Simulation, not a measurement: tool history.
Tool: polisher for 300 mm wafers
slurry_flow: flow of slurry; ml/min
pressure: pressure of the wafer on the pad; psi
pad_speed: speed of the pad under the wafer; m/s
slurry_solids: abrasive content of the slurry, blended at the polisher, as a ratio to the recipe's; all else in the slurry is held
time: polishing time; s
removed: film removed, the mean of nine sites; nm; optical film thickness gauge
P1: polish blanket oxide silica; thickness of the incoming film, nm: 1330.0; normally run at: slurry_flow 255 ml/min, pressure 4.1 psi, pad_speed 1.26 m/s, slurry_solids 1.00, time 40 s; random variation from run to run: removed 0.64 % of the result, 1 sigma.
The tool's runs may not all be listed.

| run | hour | slurry_flow | pressure | pad_speed | slurry_solids | time | wafers polished on this pad | hours since the slurry nozzle was cleaned | hours since the head pressure was calibrated | hours since the slurry blender was calibrated | hours since the conditioning disc was replaced | removed |
|---|---|---|---|---|---|---|---|---|---|---|---|---|
| 1 | 7.5 | 255 | 4.1 | 1.26 | 1.00 | 40 | 370 | 143.5 | 976.3 | 247.9 | 141.9 | 148.220 |
| 2 | 17.0 | 400 | 4.1 | 1.26 | 1.00 | 40 | 438 | 153.0 | 985.8 | 257.4 | 151.4 | 152.530 |
| 3 | 26.4 | 255 | 6.2 | 1.26 | 1.00 | 40 | 506 | 162.4 | 995.2 | 266.8 | 160.8 | 219.490 |
| 4 | 33.3 | 255 | 4.1 | 1.26 | 1.00 | 40 | 556 | 169.3 | 1002.1 | 273.7 | 167.7 | 147.880 |
| 5 | 44.3 | 255 | 4.1 | 1.26 | 1.00 | 20 | 636 | 180.3 | 1013.1 | 284.7 | 178.7 | 73.352 |
| 6 | 55.0 | 255 | 4.1 | 1.26 | 1.00 | 40 | 713 | 191.0 | 1023.8 | 295.4 | 189.4 | 147.400 |
| 7 | 62.2 | 255 | 4.1 | 1.26 | 1.00 | 40 | 765 | 198.2 | 1031.0 | 302.6 | 196.6 | 146.600 |
| 8 | 71.8 | 155 | 4.1 | 1.26 | 1.00 | 40 | 835 | 207.8 | 1040.6 | 312.2 | 206.2 | 137.660 |
| 9 | 81.6 | 255 | 2.0 | 1.26 | 1.00 | 40 | 906 | 217.6 | 1050.4 | 322.0 | 216.0 | 71.674 |
| 10 | 90.6 | 255 | 4.1 | 1.26 | 1.00 | 63 | 971 | 226.6 | 1059.4 | 331.0 | 225.0 | 231.010 |
| 11 | 100.8 | 345 | 5.3 | 1.26 | 1.00 | 40 | 1045 | 236.8 | 1069.6 | 341.2 | 235.2 | 199.180 |
| 12 | 106.7 | 255 | 4.1 | 1.74 | 1.00 | 26 | 1087 | 242.7 | 1075.5 | 347.1 | 241.1 | 124.250 |
| 13 | 112.6 | 255 | 4.1 | 1.26 | 1.30 | 40 | 1130 | 248.6 | 1081.4 | 353.0 | 247.0 | 163.500 |
| 14 | 121.0 | 255 | 4.1 | 1.26 | 1.00 | 40 | 1191 | 257.0 | 1089.8 | 361.4 | 255.4 | 146.020 |
| 15 | 128.4 | 255 | 4.1 | 1.26 | 0.65 | 40 | 1244 | 264.4 | 1097.2 | 368.8 | 262.8 | 119.340 |
|  | 136.2 | slurry blender recalibrated |
| 16 | 137.5 | 255 | 4.1 | 1.26 | 1.00 | 40 | 1310 | 273.5 | 1106.3 | 1.3 | 271.9 | 146.550 |

The next listed run, before its measurement:
| 17 | 149.7 | 255 | 4.1 | 1.84 | 1.00 | 40 | 1398 | 285.7 | 1118.5 | 13.5 | 284.1 | ? |

removed: 198.640 nm
